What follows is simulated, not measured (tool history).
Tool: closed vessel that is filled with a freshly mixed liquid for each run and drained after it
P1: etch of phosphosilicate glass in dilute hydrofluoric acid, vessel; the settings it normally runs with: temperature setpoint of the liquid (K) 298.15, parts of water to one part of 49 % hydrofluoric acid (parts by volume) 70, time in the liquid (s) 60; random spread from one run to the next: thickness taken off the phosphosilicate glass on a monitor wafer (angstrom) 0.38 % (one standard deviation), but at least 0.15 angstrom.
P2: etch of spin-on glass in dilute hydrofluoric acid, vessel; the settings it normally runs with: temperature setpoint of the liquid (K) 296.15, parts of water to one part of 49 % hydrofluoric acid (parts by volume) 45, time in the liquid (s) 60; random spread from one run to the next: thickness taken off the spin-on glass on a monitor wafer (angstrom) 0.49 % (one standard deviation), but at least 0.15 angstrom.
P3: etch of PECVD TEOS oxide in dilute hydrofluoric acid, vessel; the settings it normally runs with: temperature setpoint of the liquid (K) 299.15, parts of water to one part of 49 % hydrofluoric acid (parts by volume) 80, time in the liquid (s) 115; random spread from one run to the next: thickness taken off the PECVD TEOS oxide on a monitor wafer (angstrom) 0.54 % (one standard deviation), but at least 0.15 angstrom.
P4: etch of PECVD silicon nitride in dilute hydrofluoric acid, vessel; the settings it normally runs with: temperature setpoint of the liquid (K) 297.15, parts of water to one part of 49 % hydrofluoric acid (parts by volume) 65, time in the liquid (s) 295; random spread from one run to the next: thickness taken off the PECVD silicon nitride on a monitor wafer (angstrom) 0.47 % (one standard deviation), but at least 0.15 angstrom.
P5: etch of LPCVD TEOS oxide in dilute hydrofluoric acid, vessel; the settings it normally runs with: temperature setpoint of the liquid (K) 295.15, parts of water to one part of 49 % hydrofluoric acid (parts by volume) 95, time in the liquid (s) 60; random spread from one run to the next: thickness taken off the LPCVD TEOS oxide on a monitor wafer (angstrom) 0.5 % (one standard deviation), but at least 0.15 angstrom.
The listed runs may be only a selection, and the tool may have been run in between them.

run     day  process that ran  temperature setpoint of the liquid (K)  parts of water to one part of 49 % hydrofluoric acid (parts by volume)  time in the liquid (s)  thickness taken off the phosphosilicate glass on a monitor wafer (angstrom)  thickness taken off the PECVD silicon nitride on a monitor wafer (angstrom)  thickness taken off the LPCVD TEOS oxide on a monitor wafer (angstrom)  thickness taken off the PECVD TEOS oxide on a monitor wafer (angstrom)  thickness taken off the spin-on glass on a monitor wafer (angstrom)
  1   0.367                P1                                  298.15                                                                      70                      60                                                                       616.04
  2   0.729                P4                                  297.15                                                                      65                     295                                                                                                                                                    165.30
  3   0.929                P1                                  298.15                                                                      70                      60                                                                       608.84
  4   1.283                P5                                  290.15                                                                      95                      60                                                                                                                                                                                                                            267.22
      1.508  -- hydrofluoric acid flow meter replaced
  5   1.633                P3                                  304.15                                                                      80                     115                                                                                                                                                                                                                                                                                                    310.18
  6   1.975                P2                                  296.15                                                                      45                      60                                                                                                                                                                                                                                                                                                                                                                         401.97
  7   2.238                P1                                  298.15                                                                      20                      60                                                                      2302.50
  8   2.533                P1                                  298.15                                                                      70                     110                                                                      1130.40
  9   2.779                P3                                  299.15                                                                      20                     115                                                                                                                                                                                                                                                                                                   1117.20
 10   3.179                P5                                  295.15                                                                      95                      60                                                                                                                                                                                                                            326.75
 11   3.454                P1                                  298.15                                                                      70                      60                                                                       613.22
 12   3.854                P5                                  295.15                                                                      95                      35                                                                                                                                                                                                                            192.30
 13   4.129                P1                                  305.15                                                                      70                      60                                                                       804.13
 14   4.404                P1                                  298.15                                                                      70                      30                                                                       305.64
 15   4.688                P4                                  301.15                                                                      65                     295                                                                                                                                                    212.78
 16   5.054                P1                                  301.15                                                                      70                      30                                                                       343.74
 17   5.271                P5                                  295.15                                                                     170                      60                                                                                                                                                                                                                            167.95
 18   5.467                P4                                  297.15                                                                      65                     105                                                                                                                                                     57.87
 19   5.842                P3                                  299.15                                                                      80                     115                                                                                                                                                                                                                                                                                                    256.19
 20   6.212                P1                                  298.15                                                                      70                      60                                                                       615.05
 21   6.538                P1                                  298.15                                                                      70                      60                                                                       614.56
      6.721  -- thermometer replaced
 22   6.883                P2                                  296.15                                                                      20                      60                                                                                                                                                                                                                                                                                                                                                                         937.76
 23   7.188                P3                                  299.15                                                                      80                     195                                                                                                                                                                                                                                                                                                    427.81
 24   7.412                P2                                  296.15                                                                      45                      30                                                                                                                                                                                                                                                                                                                                                                         200.65
 25   7.738                P1                                  298.15                                                                      70                      60                                                                       608.25
 26   8.000                P1                                  298.15                                                                     120                      60                                                                       337.35
 27   8.192                P4                                  297.15                                                                      65                     295                                                                                                                                                    162.35
 28   8.512                P2                                  292.15                                                                      45                      60                                                                                                                                                                                                                                                                                                                                                                         336.56
 29   8.912                P4                                  297.15                                                                      20                     295                                                                                                                                                    514.83
 30   9.104                P1                                  294.15                                                                      70                      60                                                                       523.66
 31   9.475                P1                                  298.15                                                                      70                      60                                                                       609.17
 32   9.833                P1                                  298.15                                                                      70                      60                                                                       589.42
 33  10.058                P1                                  298.15                                                                      70                      60                                                                       577.58
 34  10.383                P1                                  298.15                                                                      70                      60                                                                       567.84
 35  10.746                P1                                  298.15                                                                      70                      60                                                                       564.25
 36  10.988                P1                                  298.15                                                                      70                      60                                                                       566.61
 37  11.379                P1                                  298.15                                                                      70                      60                                                                       564.91
 38  11.688                P1                                  298.15                                                                      70                      60                                                                       558.97

The log shows P1 creeping away from where it was. Any of the 2 causes listed here, at the size stated for it, fits the log just as well as the others:
A: hydrofluoric acid flow below the setpoint (%) = 7.91
B: liquid colder than its thermometer reads (K) = 2.23
The process output started creeping at around day 9.475.

The check runs listed below each take one wafer, and their results are still question marks. Under which run would the listed causes lead to clearly different results?
check 1  11.996                P4                                  297.15                                                                      65                     295                                                                                                                                                         ?
check 2  11.996                P2                                  296.15                                                                      45                      60                                                                                                                                                                                                                                                                                                                                                                              ?
check 3  11.996                P5                                  295.15                                                                      95                      60                                                                                                                                                                                                                                 ?
check 4  11.996                P3                                  299.15                                                                      80                     115                                                                                                                                                                                                                                                                                                         ?

Expected result of each check under each candidate cause:
  check                                                                       result    if A    if B
check 1  thickness taken off the PECVD silicon nitride on a monitor wafer (angstrom)  150.71  140.58
check 2          thickness taken off the spin-on glass on a monitor wafer (angstrom)  366.84  364.59
check 3       thickness taken off the LPCVD TEOS oxide on a monitor wafer (angstrom)  298.60  298.84
check 4       thickness taken off the PECVD TEOS oxide on a monitor wafer (angstrom)  233.80  234.38
Per-check spread between the two closest causes, in the result where they differ most: check 1 6.96 %; check 2 0.61 %; check 3 0.08 %; check 4 0.25 %
Check 1 distinguishes between the causes, while the remaining checks would return nearly the same result for all of them.

Check 1 was then run and gave: thickness taken off the PECVD silicon nitride on a monitor wafer (angstrom) 139.45. Which cause is it?

The cause is B: liquid colder than its thermometer reads (K).
